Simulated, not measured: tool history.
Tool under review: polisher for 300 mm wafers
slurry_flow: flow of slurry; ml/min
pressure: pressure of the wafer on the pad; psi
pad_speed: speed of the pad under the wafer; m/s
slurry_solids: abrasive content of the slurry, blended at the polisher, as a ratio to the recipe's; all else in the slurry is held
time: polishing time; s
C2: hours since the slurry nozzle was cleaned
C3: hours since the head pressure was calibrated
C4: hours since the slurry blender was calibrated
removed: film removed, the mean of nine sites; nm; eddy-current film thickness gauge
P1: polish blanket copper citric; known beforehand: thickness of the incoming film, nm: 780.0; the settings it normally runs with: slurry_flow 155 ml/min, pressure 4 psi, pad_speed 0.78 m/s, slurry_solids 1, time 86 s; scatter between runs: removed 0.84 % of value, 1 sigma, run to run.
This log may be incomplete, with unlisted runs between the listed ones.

run 1 hour=18 | slurry_flow=155 pressure=4 pad_speed=0.78 slurry_solids=1 time=86 | wafers_polished_on_this_pad=582 C2=134.2 C3=226.8 C4=232.6 | removed=169.73
run 2 hour=33.5 | slurry_flow=155 pressure=4 pad_speed=0.78 slurry_solids=0.6 time=86 | wafers_polished_on_this_pad=707 C2=149.7 C3=242.3 C4=248.1 | removed=151.31
run 3 hour=44 | slurry_flow=155 pressure=4 pad_speed=0.78 slurry_solids=1 time=86 | wafers_polished_on_this_pad=792 C2=160.2 C3=252.8 C4=258.6 | removed=170.02
run 4 hour=60.9 | slurry_flow=200 pressure=4 pad_speed=0.78 slurry_solids=1 time=86 | wafers_polished_on_this_pad=928 C2=177.1 C3=269.7 C4=275.5 | removed=177.08
run 5 hour=71.6 | slurry_flow=155 pressure=4 pad_speed=0.78 slurry_solids=1.4 time=86 | wafers_polished_on_this_pad=1015 C2=187.8 C3=280.4 C4=286.2 | removed=181.17
run 6 hour=88.4 | slurry_flow=95 pressure=4 pad_speed=0.78 slurry_solids=1 time=86 | wafers_polished_on_this_pad=1150 C2=204.6 C3=297.2 C4=303 | removed=154.3
run 7 hour=98.4 | slurry_flow=100 pressure=2.7 pad_speed=0.78 slurry_solids=1 time=86 | wafers_polished_on_this_pad=1231 C2=214.6 C3=307.2 C4=313 | removed=106.55
run 8 hour=114.2 | slurry_flow=155 pressure=2.8 pad_speed=0.78 slurry_solids=1 time=86 | wafers_polished_on_this_pad=1359 C2=230.4 C3=323 C4=328.8 | removed=119.66
run 9 hour=131.3 | slurry_flow=155 pressure=1.8 pad_speed=0.78 slurry_solids=1 time=123 | wafers_polished_on_this_pad=1497 C2=247.5 C3=340.1 C4=345.9 | removed=114.28
-- hour=135.3 head pressure recalibrated
run 10 hour=149 | slurry_flow=155 pressure=4 pad_speed=0.78 slurry_solids=1 time=86 | wafers_polished_on_this_pad=1640 C2=265.2 C3=13.8 C4=363.6 | removed=168.71
run 11 hour=163.7 | slurry_flow=155 pressure=4 pad_speed=0.78 slurry_solids=1 time=86 | wafers_polished_on_this_pad=1758 C2=279.9 C3=28.5 C4=378.3 | removed=169.65
run 12 hour=174.3 | slurry_flow=155 pressure=4 pad_speed=0.78 slurry_solids=1 time=135 | wafers_polished_on_this_pad=1844 C2=290.5 C3=39.1 C4=388.9 | removed=268.96
run 13 hour=183.4 | slurry_flow=155 pressure=4 pad_speed=1.22 slurry_solids=1 time=86 | wafers_polished_on_this_pad=1917 C2=299.6 C3=48.2 C4=398 | removed=261.36
run 14 hour=201.1 | slurry_flow=155 pressure=4 pad_speed=0.78 slurry_solids=1 time=39 | wafers_polished_on_this_pad=2060 C2=317.3 C3=65.9 C4=415.7 | removed=76.396
run 15 hour=212 | slurry_flow=155 pressure=5.6 pad_speed=0.78 slurry_solids=1 time=86 | wafers_polished_on_this_pad=2148 C2=328.2 C3=76.8 C4=426.6 | removed=235.74
run 16 hour=229.6 | slurry_flow=155 pressure=4 pad_speed=0.78 slurry_solids=1 time=86 | wafers_polished_on_this_pad=2290 C2=345.8 C3=94.4 C4=444.2 | removed=168.86

Run 17 comes next. What will it give?
run 17 hour=243.6 | slurry_flow=155 pressure=4 pad_speed=0.78 slurry_solids=1 time=86 | wafers_polished_on_this_pad=2403 C2=359.8 C3=108.4 C4=458.2 | removed=?

{"run 17": {"removed": 167.42}}
